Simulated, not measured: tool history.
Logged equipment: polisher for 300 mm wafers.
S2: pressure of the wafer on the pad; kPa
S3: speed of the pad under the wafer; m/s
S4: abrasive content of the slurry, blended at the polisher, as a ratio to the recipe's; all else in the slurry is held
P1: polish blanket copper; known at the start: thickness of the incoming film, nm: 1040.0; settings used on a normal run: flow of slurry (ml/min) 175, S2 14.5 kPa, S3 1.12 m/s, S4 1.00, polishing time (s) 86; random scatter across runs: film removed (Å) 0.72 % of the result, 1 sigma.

{"run": 1, "hour": 8.7, "flow of slurry (ml/min)": 175, "S2": 14.5, "S3": 1.12, "S4": 1.0, "polishing time (s)": 86, "film removed (Å)": 2358.3}
{"run": 2, "hour": 15.8, "flow of slurry (ml/min)": 175, "S2": 14.5, "S3": 1.12, "S4": 1.0, "polishing time (s)": 45, "film removed (Å)": 1236.2}
{"run": 3, "hour": 22.5, "flow of slurry (ml/min)": 175, "S2": 14.5, "S3": 1.12, "S4": 1.0, "polishing time (s)": 86, "film removed (Å)": 2374.1}
{"run": 4, "hour": 27.7, "flow of slurry (ml/min)": 105, "S2": 14.5, "S3": 1.12, "S4": 1.45, "polishing time (s)": 86, "film removed (Å)": 2287.2}
{"run": 5, "hour": 34.7, "flow of slurry (ml/min)": 230, "S2": 21.4, "S3": 1.12, "S4": 1.0, "polishing time (s)": 86, "film removed (Å)": 3652.7}
{"run": 6, "hour": 45.8, "flow of slurry (ml/min)": 175, "S2": 14.5, "S3": 1.12, "S4": 0.5, "polishing time (s)": 86, "film removed (Å)": 2015.1}
{"run": 7, "hour": 51.7, "flow of slurry (ml/min)": 175, "S2": 14.5, "S3": 1.12, "S4": 1.25, "polishing time (s)": 86, "film removed (Å)": 2477.3}
{"run": 8, "hour": 59.5, "flow of slurry (ml/min)": 175, "S2": 14.5, "S3": 1.12, "S4": 1.0, "polishing time (s)": 86, "film removed (Å)": 2343.9}
{"run": 9, "hour": 65.7, "flow of slurry (ml/min)": 175, "S2": 22.1, "S3": 1.12, "S4": 1.0, "polishing time (s)": 86, "film removed (Å)": 3568.2}
{"run": 10, "hour": 72.9, "flow of slurry (ml/min)": 175, "S2": 14.5, "S3": 1.42, "S4": 1.0, "polishing time (s)": 86, "film removed (Å)": 2983.7}
{"hour": 76.6, "done": "slurry nozzle cleaned"}
{"run": 11, "hour": 78.2, "flow of slurry (ml/min)": 175, "S2": 14.5, "S3": 1.12, "S4": 1.0, "polishing time (s)": 136, "film removed (Å)": 3717.5}
{"run": 12, "hour": 85.1, "flow of slurry (ml/min)": 175, "S2": 14.5, "S3": 1.12, "S4": 1.0, "polishing time (s)": 86, "film removed (Å)": 2310.5}
{"run": 13, "hour": 93.9, "flow of slurry (ml/min)": 175, "S2": 6.9, "S3": 1.12, "S4": 1.0, "polishing time (s)": 86, "film removed (Å)": 1123.8}
{"hour": 99.9, "done": "slurry blender recalibrated"}
{"run": 14, "hour": 99.9, "flow of slurry (ml/min)": 175, "S2": 14.5, "S3": 0.58, "S4": 1.0, "polishing time (s)": 86, "film removed (Å)": 1229.3}
{"run": 15, "hour": 111.6, "flow of slurry (ml/min)": 175, "S2": 14.5, "S3": 1.12, "S4": 1.0, "polishing time (s)": 86, "film removed (Å)": 2349.8}
{"run": 16, "hour": 116.8, "flow of slurry (ml/min)": 105, "S2": 14.5, "S3": 1.12, "S4": 1.0, "polishing time (s)": 86, "film removed (Å)": 2165.0}
{"run": 17, "hour": 128.0, "flow of slurry (ml/min)": 260, "S2": 14.5, "S3": 1.12, "S4": 1.0, "polishing time (s)": 86, "film removed (Å)": 2485.3}
{"run": 18, "hour": 135.8, "flow of slurry (ml/min)": 175, "S2": 14.5, "S3": 1.12, "S4": 1.0, "polishing time (s)": 86, "film removed (Å)": 2326.7}
{"run": 19, "hour": 146.2, "flow of slurry (ml/min)": 175, "S2": 14.5, "S3": 1.12, "S4": 1.0, "polishing time (s)": 86, "film removed (Å)": 2280.5}
{"run": 20, "hour": 155.7, "flow of slurry (ml/min)": 175, "S2": 14.5, "S3": 1.12, "S4": 1.0, "polishing time (s)": 86, "film removed (Å)": 2238.1}
{"run": 21, "hour": 160.9, "flow of slurry (ml/min)": 175, "S2": 14.5, "S3": 1.12, "S4": 1.0, "polishing time (s)": 86, "film removed (Å)": 2208.5}
{"hour": 162.8, "done": "slurry blender recalibrated"}
{"hour": 166.9, "done": "worn pad replaced by a new one"}
{"run": 22, "hour": 172.1, "flow of slurry (ml/min)": 175, "S2": 14.5, "S3": 1.12, "S4": 1.0, "polishing time (s)": 86, "film removed (Å)": 2176.6}

Forecast run 23:
{"run": 23, "hour": 179.6, "flow of slurry (ml/min)": 175, "S2": 14.5, "S3": 1.12, "S4": 1.0, "polishing time (s)": 86, "film removed (Å)": "?"}

Logged for run 23: film removed (Å) 2173.6.
